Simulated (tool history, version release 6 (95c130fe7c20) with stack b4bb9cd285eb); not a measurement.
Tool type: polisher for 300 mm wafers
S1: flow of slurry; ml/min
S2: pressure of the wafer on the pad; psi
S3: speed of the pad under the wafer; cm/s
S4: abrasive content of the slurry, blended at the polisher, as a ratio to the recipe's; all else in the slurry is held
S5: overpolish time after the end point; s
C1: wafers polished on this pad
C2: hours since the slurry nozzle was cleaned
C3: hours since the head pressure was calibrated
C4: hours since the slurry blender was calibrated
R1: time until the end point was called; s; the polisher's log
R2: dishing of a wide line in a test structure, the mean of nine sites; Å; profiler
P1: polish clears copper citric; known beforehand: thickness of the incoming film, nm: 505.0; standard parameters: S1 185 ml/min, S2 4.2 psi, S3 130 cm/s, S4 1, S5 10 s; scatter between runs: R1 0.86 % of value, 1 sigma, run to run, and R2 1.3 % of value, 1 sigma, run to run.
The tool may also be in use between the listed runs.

{"run": 1, "hour": 10.0, "S1": 185, "S2": 4.2, "S3": 130, "S4": 1, "S5": 10, "C1": 918, "C2": 475.7, "C3": 376.4, "C4": 106.5, "R1": 125.3, "R2": 285.37}
{"run": 2, "hour": 18.1, "S1": 185, "S2": 2.1, "S3": 130, "S4": 1, "S5": 10, "C1": 1004, "C2": 483.8, "C3": 384.5, "C4": 114.6, "R1": 244.03, "R2": 157.28}
{"run": 3, "hour": 29.6, "S1": 185, "S2": 4.2, "S3": 92, "S4": 1, "S5": 10, "C1": 1128, "C2": 495.3, "C3": 396, "C4": 126.1, "R1": 171.27, "R2": 209.94}
{"run": 4, "hour": 39.1, "S1": 185, "S2": 4.2, "S3": 130, "S4": 1, "S5": 10, "C1": 1229, "C2": 504.8, "C3": 405.5, "C4": 135.6, "R1": 123.16, "R2": 296.58}
{"run": 5, "hour": 48.4, "S1": 185, "S2": 4.2, "S3": 130, "S4": 1, "S5": 10, "C1": 1329, "C2": 514.1, "C3": 414.8, "C4": 144.9, "R1": 124.19, "R2": 290.05}
{"run": 6, "hour": 56.3, "S1": 185, "S2": 4.2, "S3": 130, "S4": 0.5, "S5": 10, "C1": 1414, "C2": 522, "C3": 422.7, "C4": 152.8, "R1": 142.5, "R2": 247.35}
{"run": 7, "hour": 70.7, "S1": 185, "S2": 4.2, "S3": 130, "S4": 1, "S5": 10, "C1": 1568, "C2": 536.4, "C3": 437.1, "C4": 167.2, "R1": 123.01, "R2": 291.97}
{"run": 8, "hour": 78.2, "S1": 115, "S2": 4.2, "S3": 130, "S4": 1, "S5": 10, "C1": 1648, "C2": 543.9, "C3": 444.6, "C4": 174.7, "R1": 134.52, "R2": 267.59}
{"run": 9, "hour": 89.0, "S1": 285, "S2": 4.2, "S3": 130, "S4": 1, "S5": 3, "C1": 1764, "C2": 554.7, "C3": 455.4, "C4": 185.5, "R1": 117.75, "R2": 101.89}
{"hour": 96.2, "done": "slurry nozzle cleaned"}
{"run": 10, "hour": 97.3, "S1": 185, "S2": 5.8, "S3": 130, "S4": 1, "S5": 10, "C1": 1853, "C2": 1.1, "C3": 463.7, "C4": 193.8, "R1": 89.799, "R2": 374.54}
{"run": 11, "hour": 111.7, "S1": 120, "S2": 4.2, "S3": 130, "S4": 1, "S5": 15, "C1": 2007, "C2": 15.5, "C3": 478.1, "C4": 208.2, "R1": 135.62, "R2": 374.09}
{"run": 12, "hour": 124.5, "S1": 185, "S2": 4.2, "S3": 200, "S4": 1, "S5": 10, "C1": 2144, "C2": 28.3, "C3": 490.9, "C4": 221, "R1": 80.688, "R2": 394.18}
{"run": 13, "hour": 136.9, "S1": 185, "S2": 4.2, "S3": 130, "S4": 1, "S5": 3, "C1": 2277, "C2": 40.7, "C3": 503.3, "C4": 233.4, "R1": 122.79, "R2": 95.572}
{"run": 14, "hour": 150.0, "S1": 185, "S2": 4.2, "S3": 130, "S4": 1, "S5": 14, "C1": 2417, "C2": 53.8, "C3": 516.4, "C4": 246.5, "R1": 124.78, "R2": 374.08}
{"run": 15, "hour": 164.0, "S1": 245, "S2": 4.2, "S3": 130, "S4": 1, "S5": 10, "C1": 2567, "C2": 67.8, "C3": 530.4, "C4": 260.5, "R1": 119.29, "R2": 289.09}
{"run": 16, "hour": 172.6, "S1": 185, "S2": 4.2, "S3": 130, "S4": 1, "S5": 10, "C1": 2659, "C2": 76.4, "C3": 539, "C4": 269.1, "R1": 124.18, "R2": 286.96}
{"run": 17, "hour": 180.9, "S1": 185, "S2": 4.2, "S3": 130, "S4": 1.45, "S5": 10, "C1": 2748, "C2": 84.7, "C3": 547.3, "C4": 277.4, "R1": 114.77, "R2": 309.79}
{"run": 18, "hour": 188.8, "S1": 185, "S2": 4.2, "S3": 130, "S4": 1, "S5": 10, "C1": 2832, "C2": 92.6, "C3": 555.2, "C4": 285.3, "R1": 122.29, "R2": 283.55}
{"run": 19, "hour": 199.6, "S1": 185, "S2": 4.2, "S3": 130, "S4": 1, "S5": 10, "C1": 2948, "C2": 103.4, "C3": 566, "C4": 296.1, "R1": 125.56, "R2": 282.71}

Forecast run 20:
{"run": 20, "hour": 207.1, "S1": 185, "S2": 4.2, "S3": 130, "S4": 1, "S5": 10, "C1": 3028, "C2": 110.9, "C3": 573.5, "C4": 303.6, "R1": "?", "R2": "?"}

Run 20 yielded R1 128.31 s, R2 280.96 Å.

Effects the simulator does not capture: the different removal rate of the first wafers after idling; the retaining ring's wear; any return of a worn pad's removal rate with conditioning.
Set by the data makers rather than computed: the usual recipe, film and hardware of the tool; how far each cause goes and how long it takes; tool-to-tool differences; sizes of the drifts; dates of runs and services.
